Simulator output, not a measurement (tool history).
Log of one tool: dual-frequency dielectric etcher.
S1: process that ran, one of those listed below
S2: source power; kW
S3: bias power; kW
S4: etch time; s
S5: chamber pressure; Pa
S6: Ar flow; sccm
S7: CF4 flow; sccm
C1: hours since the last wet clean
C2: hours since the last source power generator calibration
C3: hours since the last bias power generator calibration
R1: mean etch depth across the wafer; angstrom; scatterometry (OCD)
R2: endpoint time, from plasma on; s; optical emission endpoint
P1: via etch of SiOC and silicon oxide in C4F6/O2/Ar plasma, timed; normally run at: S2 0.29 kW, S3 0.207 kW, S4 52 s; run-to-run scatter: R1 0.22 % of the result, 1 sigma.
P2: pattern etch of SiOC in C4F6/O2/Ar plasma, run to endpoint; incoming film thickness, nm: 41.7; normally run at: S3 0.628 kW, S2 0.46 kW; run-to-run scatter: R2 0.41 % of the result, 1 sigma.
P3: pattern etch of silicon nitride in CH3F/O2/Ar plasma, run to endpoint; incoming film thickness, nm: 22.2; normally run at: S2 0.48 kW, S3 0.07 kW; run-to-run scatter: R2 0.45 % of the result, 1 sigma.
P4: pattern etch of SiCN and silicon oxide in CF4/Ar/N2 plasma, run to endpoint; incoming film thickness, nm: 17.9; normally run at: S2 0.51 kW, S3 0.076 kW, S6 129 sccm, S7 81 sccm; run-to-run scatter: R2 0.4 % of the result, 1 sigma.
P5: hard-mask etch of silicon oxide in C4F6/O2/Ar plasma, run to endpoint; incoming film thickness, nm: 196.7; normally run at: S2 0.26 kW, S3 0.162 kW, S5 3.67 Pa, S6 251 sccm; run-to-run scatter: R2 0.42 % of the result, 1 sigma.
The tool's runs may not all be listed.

run 1 hour=5.4 | S1=P1 S2=0.29 S3=0.207 S4=52 | C1=224.7 C2=3762.8 C3=3699.6 | R1=546.12
run 2 hour=13.9 | S1=P5 S2=0.36 S3=0.162 S5=3.67 S6=251 | C1=233.2 C2=3771.3 C3=3708.1 | R2=63.961
run 3 hour=19.8 | S1=P1 S2=0.29 S3=0.14 S4=52 | C1=239.1 C2=3777.2 C3=3714 | R1=479.04
run 4 hour=25.4 | S1=P1 S2=0.29 S3=0.207 S4=67 | C1=244.7 C2=3782.8 C3=3719.6 | R1=705.43
run 5 hour=34.8 | S1=P4 S2=0.51 S3=0.076 S6=129 S7=98 | C1=254.1 C2=3792.2 C3=3729 | R2=18.455
run 6 hour=40.1 | S1=P5 S2=0.26 S3=0.162 S5=3.67 S6=191 | C1=259.4 C2=3797.5 C3=3734.3 | R2=69.454
run 7 hour=46.9 | S1=P5 S2=0.26 S3=0.162 S5=3.67 S6=251 | C1=266.2 C2=3804.3 C3=3741.1 | R2=72.433
run 8 hour=52.1 | S1=P3 S2=0.48 S3=0.07 | C1=271.4 C2=3809.5 C3=3746.3 | R2=29.098
run 9 hour=60.4 | S1=P2 S2=0.26 S3=0.628 | C1=279.7 C2=3817.8 C3=3754.6 | R2=15.253
run 10 hour=70 | S1=P1 S2=0.29 S3=0.207 S4=52 | C1=289.3 C2=3827.4 C3=3764.2 | R1=543.97
run 11 hour=79.2 | S1=P1 S2=0.18 S3=0.207 S4=67.5 | C1=298.5 C2=3836.6 C3=3773.4 | R1=589.09
run 12 hour=86 | S1=P3 S2=0.66 S3=0.07 | C1=305.3 C2=3843.4 C3=3780.2 | R2=25.825
run 13 hour=94.8 | S1=P5 S2=0.26 S3=0.162 S5=3.67 S6=251 | C1=314.1 C2=3852.2 C3=3789 | R2=72.124
run 14 hour=101.9 | S1=P4 S2=0.51 S3=0.076 S6=129 S7=81 | C1=321.2 C2=3859.3 C3=3796.1 | R2=18.906
run 15 hour=107.3 | S1=P1 S2=0.29 S3=0.168 S4=73 | C1=326.6 C2=3864.7 C3=3801.5 | R1=712.18
run 16 hour=118.2 | S1=P1 S2=0.29 S3=0.245 S4=52 | C1=337.5 C2=3875.6 C3=3812.4 | R1=580.71
run 17 hour=124.6 | S1=P1 S2=0.29 S3=0.207 S4=52 | C1=343.9 C2=3882 C3=3818.8 | R1=545.8
run 18 hour=133.8 | S1=P1 S2=0.37 S3=0.207 S4=52 | C1=353.1 C2=3891.2 C3=3828 | R1=599.44
run 19 hour=141.2 | S1=P3 S2=0.48 S3=0.04 | C1=360.5 C2=3898.6 C3=3835.4 | R2=34.582
run 20 hour=147.3 | S1=P2 S2=0.46 S3=0.628 | C1=366.6 C2=3904.7 C3=3841.5 | R2=12.441
run 21 hour=153 | S1=P2 S2=0.46 S3=0.628 | C1=372.3 C2=3910.4 C3=3847.2 | R2=12.422
run 22 hour=161.3 | S1=P1 S2=0.18 S3=0.207 S4=52 | C1=380.6 C2=3918.7 C3=3855.5 | R1=452.53
run 23 hour=170.8 | S1=P4 S2=0.51 S3=0.076 S6=92 S7=81 | C1=390.1 C2=3928.2 C3=3865 | R2=18.049
-- hour=175.6 source power generator calibrated
run 24 hour=178.1 | S1=P4 S2=0.29 S3=0.076 S6=129 S7=81 | C1=397.4 C2=2.6 C3=3872.3 | R2=30.911
-- hour=181.1 wet clean of the chamber
run 25 hour=183.9 | S1=P5 S2=0.26 S3=0.162 S5=5 S6=251 | C1=2.9 C2=8.4 C3=3878.1 | R2=74.97
run 26 hour=191.8 | S1=P4 S2=0.51 S3=0.046 S6=129 S7=81 | C1=10.8 C2=16.3 C3=3886 | R2=22.286
run 27 hour=198.7 | S1=P2 S2=0.46 S3=0.405 | C1=17.7 C2=23.2 C3=3892.9 | R2=14.553
run 28 hour=206.3 | S1=P5 S2=0.26 S3=0.125 S5=3.67 S6=251 | C1=25.3 C2=30.8 C3=3900.5 | R2=77.889
run 29 hour=217.1 | S1=P1 S2=0.29 S3=0.207 S4=52 | C1=36.1 C2=41.6 C3=3911.3 | R1=544.55
run 30 hour=223 | S1=P1 S2=0.29 S3=0.207 S4=52 | C1=42 C2=47.5 C3=3917.2 | R1=546.23
run 31 hour=228.7 | S1=P1 S2=0.29 S3=0.207 S4=38.5 | C1=47.7 C2=53.2 C3=3922.9 | R1=404.62
run 32 hour=236.7 | S1=P1 S2=0.29 S3=0.207 S4=52 | C1=55.7 C2=61.2 C3=3930.9 | R1=542.23
run 33 hour=247.6 | S1=P1 S2=0.29 S3=0.207 S4=52 | C1=66.6 C2=72.1 C3=3941.8 | R1=549.74
run 34 hour=257 | S1=P1 S2=0.29 S3=0.207 S4=52 | C1=76 C2=81.5 C3=3951.2 | R1=551.74
run 35 hour=264.1 | S1=P1 S2=0.29 S3=0.207 S4=52 | C1=83.1 C2=88.6 C3=3958.3 | R1=551.69
run 36 hour=268.9 | S1=P1 S2=0.29 S3=0.207 S4=52 | C1=87.9 C2=93.4 C3=3963.1 | R1=553.67
run 37 hour=278.8 | S1=P1 S2=0.29 S3=0.207 S4=52 | C1=97.8 C2=103.3 C3=3973 | R1=552.23
run 38 hour=284.9 | S1=P1 S2=0.29 S3=0.207 S4=52 | C1=103.9 C2=109.4 C3=3979.1 | R1=553.03
-- hour=286 wet clean of the chamber
run 39 hour=291.4 | S1=P1 S2=0.29 S3=0.207 S4=52 | C1=5.5 C2=115.9 C3=3985.6 | R1=553.1
run 40 hour=302.4 | S1=P1 S2=0.29 S3=0.207 S4=52 | C1=16.5 C2=126.9 C3=3996.6 | R1=553.11
run 41 hour=311.1 | S1=P1 S2=0.29 S3=0.207 S4=52 | C1=25.2 C2=135.6 C3=4005.3 | R1=553.67

What P1 gives has crept away from where it was. These 2 causes fit the log equally well, each at the size given:
A: source power that arrives over what is set, % = 3.92
B: bias power that arrives over what is set, % = 4.42
The creep began at about hour 236.7.
Why every other cause is out:
chamber walls in a state that raises the etch rate, %: serviced at hour 286, which brought nothing back

4 check runs are offered, each on 2 wafers whose results are averaged, their results left as question marks. Which one tells the causes apart?
run check 1 hour=319.8 | S1=P5 S2=0.32 S3=0.162 S5=3.67 S6=251 | R2=?
run check 2 hour=319.8 | S1=P2 S2=0.28 S3=0.426 | R2=?
run check 3 hour=319.8 | S1=P4 S2=0.42 S3=0.051 S6=129 S7=81 | R2=?
run check 4 hour=319.8 | S1=P3 S2=0.6 S3=0.049 | R2=?

What each check would give under each cause:
check=check_1 result=R2 if_A=65.403 if_B=65.492
check=check_2 result=R2 if_A=17 if_B=16.968
check=check_3 result=R2 if_A=24.851 if_B=25.361
check=check_4 result=R2 if_A=29.487 if_B=29.551
How far apart the two closest causes lie, in the result that separates them most: check 1 0.14 %; check 2 0.19 %; check 3 2.03 %; check 4 0.22 %
Check 3 tells the causes apart: in the others they would give nearly the same result.

Then check 3 was run and gave: R2 25.35 s. Which cause is it?

It is B: bias power that arrives over what is set, %.
